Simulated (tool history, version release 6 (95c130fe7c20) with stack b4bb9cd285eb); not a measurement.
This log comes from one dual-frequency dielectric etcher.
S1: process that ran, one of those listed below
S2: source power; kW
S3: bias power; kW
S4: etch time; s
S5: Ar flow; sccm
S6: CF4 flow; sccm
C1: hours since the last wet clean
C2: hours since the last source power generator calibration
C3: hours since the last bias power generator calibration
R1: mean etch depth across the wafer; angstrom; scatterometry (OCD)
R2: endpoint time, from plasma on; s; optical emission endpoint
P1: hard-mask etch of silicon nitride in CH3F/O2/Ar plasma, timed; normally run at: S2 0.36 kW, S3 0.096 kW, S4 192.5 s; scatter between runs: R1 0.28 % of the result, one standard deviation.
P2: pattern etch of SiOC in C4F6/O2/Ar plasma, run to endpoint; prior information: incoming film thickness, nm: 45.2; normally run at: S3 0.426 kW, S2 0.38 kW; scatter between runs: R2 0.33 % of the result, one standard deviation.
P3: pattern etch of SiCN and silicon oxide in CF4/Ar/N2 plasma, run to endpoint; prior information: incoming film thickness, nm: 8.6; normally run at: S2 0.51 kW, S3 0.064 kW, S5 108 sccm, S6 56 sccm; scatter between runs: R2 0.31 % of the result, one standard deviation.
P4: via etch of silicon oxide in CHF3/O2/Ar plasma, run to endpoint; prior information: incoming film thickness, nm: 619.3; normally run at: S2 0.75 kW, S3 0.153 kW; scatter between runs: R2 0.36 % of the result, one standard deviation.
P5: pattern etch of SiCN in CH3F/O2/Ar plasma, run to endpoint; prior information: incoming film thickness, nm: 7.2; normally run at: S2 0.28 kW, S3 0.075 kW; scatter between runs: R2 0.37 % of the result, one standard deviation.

{"run": 1, "hour": 2.3, "S1": "P1", "S2": 0.36, "S3": 0.096, "S4": 192.5, "C1": 446, "C2": 754.2, "C3": 467.6, "R1": 1470}
{"run": 2, "hour": 4.9, "S1": "P4", "S2": 0.75, "S3": 0.12, "C1": 448.6, "C2": 756.8, "C3": 470.2, "R2": 326.6}
{"run": 3, "hour": 7.0, "S1": "P1", "S2": 0.36, "S3": 0.115, "S4": 192.5, "C1": 450.7, "C2": 758.9, "C3": 472.3, "R1": 1572.6}
{"run": 4, "hour": 10.7, "S1": "P3", "S2": 0.72, "S3": 0.064, "S5": 108, "S6": 56, "C1": 454.4, "C2": 762.6, "C3": 476, "R2": 7.0799}
{"run": 5, "hour": 15.1, "S1": "P3", "S2": 0.51, "S3": 0.064, "S5": 108, "S6": 56, "C1": 458.8, "C2": 767, "C3": 480.4, "R2": 9.7107}
{"run": 6, "hour": 18.6, "S1": "P1", "S2": 0.36, "S3": 0.096, "S4": 106, "C1": 462.3, "C2": 770.5, "C3": 483.9, "R1": 811.77}
{"run": 7, "hour": 21.0, "S1": "P2", "S2": 0.38, "S3": 0.426, "C1": 464.7, "C2": 772.9, "C3": 486.3, "R2": 16.421}
{"run": 8, "hour": 25.4, "S1": "P1", "S2": 0.36, "S3": 0.096, "S4": 192.5, "C1": 469.1, "C2": 777.3, "C3": 490.7, "R1": 1467.9}
{"run": 9, "hour": 28.7, "S1": "P1", "S2": 0.36, "S3": 0.071, "S4": 192.5, "C1": 472.4, "C2": 780.6, "C3": 494, "R1": 1330.1}
{"run": 10, "hour": 30.9, "S1": "P4", "S2": 0.75, "S3": 0.153, "C1": 474.6, "C2": 782.8, "C3": 496.2, "R2": 302.06}
{"run": 11, "hour": 35.5, "S1": "P3", "S2": 0.51, "S3": 0.064, "S5": 85, "S6": 56, "C1": 479.2, "C2": 787.4, "C3": 500.8, "R2": 9.3252}
{"run": 12, "hour": 39.2, "S1": "P1", "S2": 0.47, "S3": 0.096, "S4": 192.5, "C1": 482.9, "C2": 791.1, "C3": 504.5, "R1": 1636.3}
{"run": 13, "hour": 42.4, "S1": "P1", "S2": 0.5, "S3": 0.096, "S4": 256.5, "C1": 486.1, "C2": 794.3, "C3": 507.7, "R1": 2212.2}
{"run": 14, "hour": 44.4, "S1": "P5", "S2": 0.28, "S3": 0.075, "C1": 488.1, "C2": 796.3, "C3": 509.7, "R2": 21.261}
{"run": 15, "hour": 48.3, "S1": "P1", "S2": 0.36, "S3": 0.096, "S4": 265, "C1": 492, "C2": 800.2, "C3": 513.6, "R1": 2025.8}
{"run": 16, "hour": 50.9, "S1": "P5", "S2": 0.2, "S3": 0.075, "C1": 494.6, "C2": 802.8, "C3": 516.2, "R2": 24.209}
{"run": 17, "hour": 55.0, "S1": "P1", "S2": 0.36, "S3": 0.096, "S4": 192.5, "C1": 498.7, "C2": 806.9, "C3": 520.3, "R1": 1473.1}
{"run": 18, "hour": 58.0, "S1": "P4", "S2": 0.53, "S3": 0.153, "C1": 501.7, "C2": 809.9, "C3": 523.3, "R2": 343.76}
{"run": 19, "hour": 62.5, "S1": "P1", "S2": 0.25, "S3": 0.096, "S4": 192.5, "C1": 506.2, "C2": 814.4, "C3": 527.8, "R1": 1284.3}
{"run": 20, "hour": 65.1, "S1": "P1", "S2": 0.36, "S3": 0.096, "S4": 192.5, "C1": 508.8, "C2": 817, "C3": 530.4, "R1": 1474.5}
{"run": 21, "hour": 69.5, "S1": "P5", "S2": 0.28, "S3": 0.061, "C1": 513.2, "C2": 821.4, "C3": 534.8, "R2": 23.023}
{"run": 22, "hour": 74.0, "S1": "P1", "S2": 0.46, "S3": 0.096, "S4": 142.5, "C1": 517.7, "C2": 825.9, "C3": 539.3, "R1": 1197.2}
{"run": 23, "hour": 76.6, "S1": "P3", "S2": 0.51, "S3": 0.064, "S5": 108, "S6": 70, "C1": 520.3, "C2": 828.5, "C3": 541.9, "R2": 9.3212}
{"run": 24, "hour": 80.1, "S1": "P4", "S2": 0.75, "S3": 0.153, "C1": 523.8, "C2": 832, "C3": 545.4, "R2": 302.1}
{"run": 25, "hour": 83.3, "S1": "P3", "S2": 0.51, "S3": 0.04, "S5": 108, "S6": 56, "C1": 527, "C2": 835.2, "C3": 548.6, "R2": 11.193}
{"run": 26, "hour": 85.7, "S1": "P1", "S2": 0.36, "S3": 0.096, "S4": 192.5, "C1": 529.4, "C2": 837.6, "C3": 551, "R1": 1478.6}
{"run": 27, "hour": 89.7, "S1": "P2", "S2": 0.38, "S3": 0.253, "C1": 533.4, "C2": 841.6, "C3": 555, "R2": 19.658}
{"run": 28, "hour": 92.0, "S1": "P2", "S2": 0.38, "S3": 0.426, "C1": 535.7, "C2": 843.9, "C3": 557.3, "R2": 16.254}
{"run": 29, "hour": 94.5, "S1": "P2", "S2": 0.3, "S3": 0.426, "C1": 538.2, "C2": 846.4, "C3": 559.8, "R2": 17.872}
{"run": 30, "hour": 97.7, "S1": "P1", "S2": 0.36, "S3": 0.096, "S4": 192.5, "C1": 541.4, "C2": 849.6, "C3": 563, "R1": 1478.2}
{"run": 31, "hour": 101.1, "S1": "P1", "S2": 0.36, "S3": 0.096, "S4": 192.5, "C1": 544.8, "C2": 853, "C3": 566.4, "R1": 1463.8}
{"run": 32, "hour": 105.4, "S1": "P1", "S2": 0.36, "S3": 0.096, "S4": 192.5, "C1": 549.1, "C2": 857.3, "C3": 570.7, "R1": 1455.4}
{"run": 33, "hour": 108.1, "S1": "P1", "S2": 0.36, "S3": 0.096, "S4": 192.5, "C1": 551.8, "C2": 860, "C3": 573.4, "R1": 1462.7}
{"run": 34, "hour": 110.9, "S1": "P1", "S2": 0.36, "S3": 0.096, "S4": 192.5, "C1": 554.6, "C2": 862.8, "C3": 576.2, "R1": 1449.3}
{"run": 35, "hour": 113.0, "S1": "P1", "S2": 0.36, "S3": 0.096, "S4": 192.5, "C1": 556.7, "C2": 864.9, "C3": 578.3, "R1": 1448}
{"hour": 114.3, "done": "wet clean of the chamber"}
{"run": 36, "hour": 116.1, "S1": "P1", "S2": 0.36, "S3": 0.096, "S4": 192.5, "C1": 1.9, "C2": 868, "C3": 581.4, "R1": 1447.7}
{"run": 37, "hour": 119.3, "S1": "P1", "S2": 0.36, "S3": 0.096, "S4": 192.5, "C1": 5.1, "C2": 871.2, "C3": 584.6, "R1": 1455.4}
{"run": 38, "hour": 122.2, "S1": "P1", "S2": 0.36, "S3": 0.096, "S4": 192.5, "C1": 8, "C2": 874.1, "C3": 587.5, "R1": 1450.1}

The log shows P1 creeping away from where it was. Any of the 2 causes listed here, at the size stated for it, fits the log just as well as the others:
A: source power that arrives under what is set, % = 3.89
B: bias power that arrives under what is set, % = 3.95
Onset of the creep was near hour 97.7.
Other possible causes, and why each is ruled out:
chamber walls in a state that lowers the etch rate, %: serviced after onset, at hour 114.3, with no recovery of the prior output

Which of the 4 check runs listed below, each an average over 2 wafers with its results shown as question marks, gives clearly different results under the different listed causes?
{"run": "check 1", "hour": 125.1, "S1": "P2", "S2": 0.38, "S3": 0.426, "R2": "?"}
{"run": "check 2", "hour": 125.1, "S1": "P3", "S2": 0.51, "S3": 0.064, "S5": 108, "S6": 56, "R2": "?"}
{"run": "check 3", "hour": 125.1, "S1": "P4", "S2": 0.75, "S3": 0.153, "R2": "?"}
{"run": "check 4", "hour": 125.1, "S1": "P5", "S2": 0.28, "S3": 0.075, "R2": "?"}

What every check run would give for each of its results, assuming each possible cause in turn:
check=check_1 result=R2 if_A=16.609 if_B=16.609
check=check_2 result=R2 if_A=9.9901 if_B=9.7803
check=check_3 result=R2 if_A=307.03 if_B=306.24
check=check_4 result=R2 if_A=21.598 if_B=21.596
Smallest distance between any two causes, each pair judged by its most separating result, in per cent: check 1 0 %; check 2 2.12 %; check 3 0.26 %; check 4 0.01 %
The other checks would show nearly matching results whichever cause is true, so check 2 is the only one that separates the causes.

Check 2 was then run and gave: R2 10.003 s. Which cause is it?

It is A: source power that arrives under what is set, %.
